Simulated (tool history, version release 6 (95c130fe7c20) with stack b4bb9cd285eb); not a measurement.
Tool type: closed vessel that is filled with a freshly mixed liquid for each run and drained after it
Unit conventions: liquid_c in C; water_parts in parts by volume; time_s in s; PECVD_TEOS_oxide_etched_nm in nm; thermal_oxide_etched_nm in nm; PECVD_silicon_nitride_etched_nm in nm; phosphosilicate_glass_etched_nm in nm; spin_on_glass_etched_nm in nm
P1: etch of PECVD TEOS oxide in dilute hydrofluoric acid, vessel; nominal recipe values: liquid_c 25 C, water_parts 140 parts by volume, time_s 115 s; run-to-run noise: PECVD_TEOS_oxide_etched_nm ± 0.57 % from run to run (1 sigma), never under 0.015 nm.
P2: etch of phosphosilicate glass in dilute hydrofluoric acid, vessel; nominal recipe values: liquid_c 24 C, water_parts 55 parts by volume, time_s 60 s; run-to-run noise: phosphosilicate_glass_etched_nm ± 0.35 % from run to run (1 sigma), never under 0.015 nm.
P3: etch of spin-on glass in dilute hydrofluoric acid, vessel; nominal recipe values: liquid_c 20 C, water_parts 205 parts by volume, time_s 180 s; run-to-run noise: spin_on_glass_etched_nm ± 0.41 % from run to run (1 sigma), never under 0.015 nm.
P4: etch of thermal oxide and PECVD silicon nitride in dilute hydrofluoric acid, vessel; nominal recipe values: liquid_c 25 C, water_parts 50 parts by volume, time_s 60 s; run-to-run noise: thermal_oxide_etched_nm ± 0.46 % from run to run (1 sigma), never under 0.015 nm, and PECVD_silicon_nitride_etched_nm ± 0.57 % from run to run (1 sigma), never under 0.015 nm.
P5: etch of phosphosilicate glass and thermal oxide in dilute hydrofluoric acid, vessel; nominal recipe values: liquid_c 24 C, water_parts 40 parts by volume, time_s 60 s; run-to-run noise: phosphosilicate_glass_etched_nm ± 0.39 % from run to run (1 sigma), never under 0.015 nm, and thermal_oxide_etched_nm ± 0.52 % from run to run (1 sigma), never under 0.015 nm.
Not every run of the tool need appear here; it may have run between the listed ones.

run,hour,process,liquid_c,water_parts,time_s,hours since the thermometer was replaced,hours since the hydrofluoric acid flow meter was replaced,PECVD_TEOS_oxide_etched_nm,thermal_oxide_etched_nm,PECVD_silicon_nitride_etched_nm,phosphosilicate_glass_etched_nm,spin_on_glass_etched_nm
1,7.1,P1,25,140,115,563.1,438,6.847,,,,
2,15.8,P4,33.5,50,60,571.8,446.7,,8.5157,9.7183,,
3,24.2,P2,24,55,60,580.2,455.1,,,,70.179,
4,35.8,P3,20,205,40,591.8,466.7,,,,,4.0247
5,46.8,P2,32.5,55,60,602.8,477.7,,,,97.926,
6,52.6,P2,24,55,60,608.6,483.5,,,,70.02,
7,63.3,P4,25,50,30,619.3,494.2,,3.0097,2.7802,,
8,69.4,P5,30,40,60,625.4,500.3,,10.086,,253.13,
9,75.2,P4,25,20,60,631.2,506.1,,15.67,13.629,,
10,87.9,P2,24,25,60,643.9,518.8,,,,160.98,
11,95.2,P5,24,40,30,651.2,526.1,,3.8612,,99.556,
12,105.3,P1,25,245,195,661.3,536.2,5.9679,,,,
13,116.3,P3,20,205,180,672.3,547.2,,,,,18.158
14,124.5,P1,30,140,115,680.5,555.4,8.2927,,,,
15,137.6,P1,25,255,115,693.6,568.5,3.3015,,,,
16,149.2,P5,24,40,60,705.2,580.1,,7.7789,,198.92,
17,160.1,P3,20,370,180,716.1,591,,,,,8.6147
18,172.7,P1,25,55,40,728.7,603.6,6.7858,,,,
19,182.1,P1,25,140,115,738.1,613,6.893,,,,
20,187.8,P1,25,140,185,743.8,618.7,11.083,,,,
21,193.7,P1,28,140,65,749.7,624.6,4.4035,,,,
# hour 194: thermometer replaced
22,205.8,P4,25,50,60,11.8,636.7,,6.031,5.6467,,
23,214.4,P4,25,50,60,20.4,645.3,,6.0232,5.5335,,
24,225.9,P1,20,140,115,31.9,656.8,5.7016,,,,
25,232.1,P1,25,140,115,38.1,663,6.9396,,,,
26,242.5,P1,25,140,30,48.5,673.4,1.8223,,,,
27,248.9,P1,25,140,115,54.9,679.8,6.9121,,,,
28,261.6,P5,24,70,60,67.6,692.5,,4.2438,,109.11,

Predict the results of run 29:
29,274.7,P1,25,35,115,80.7,705.6,?,,,,

PECVD_TEOS_oxide_etched_nm: 31.501 nm
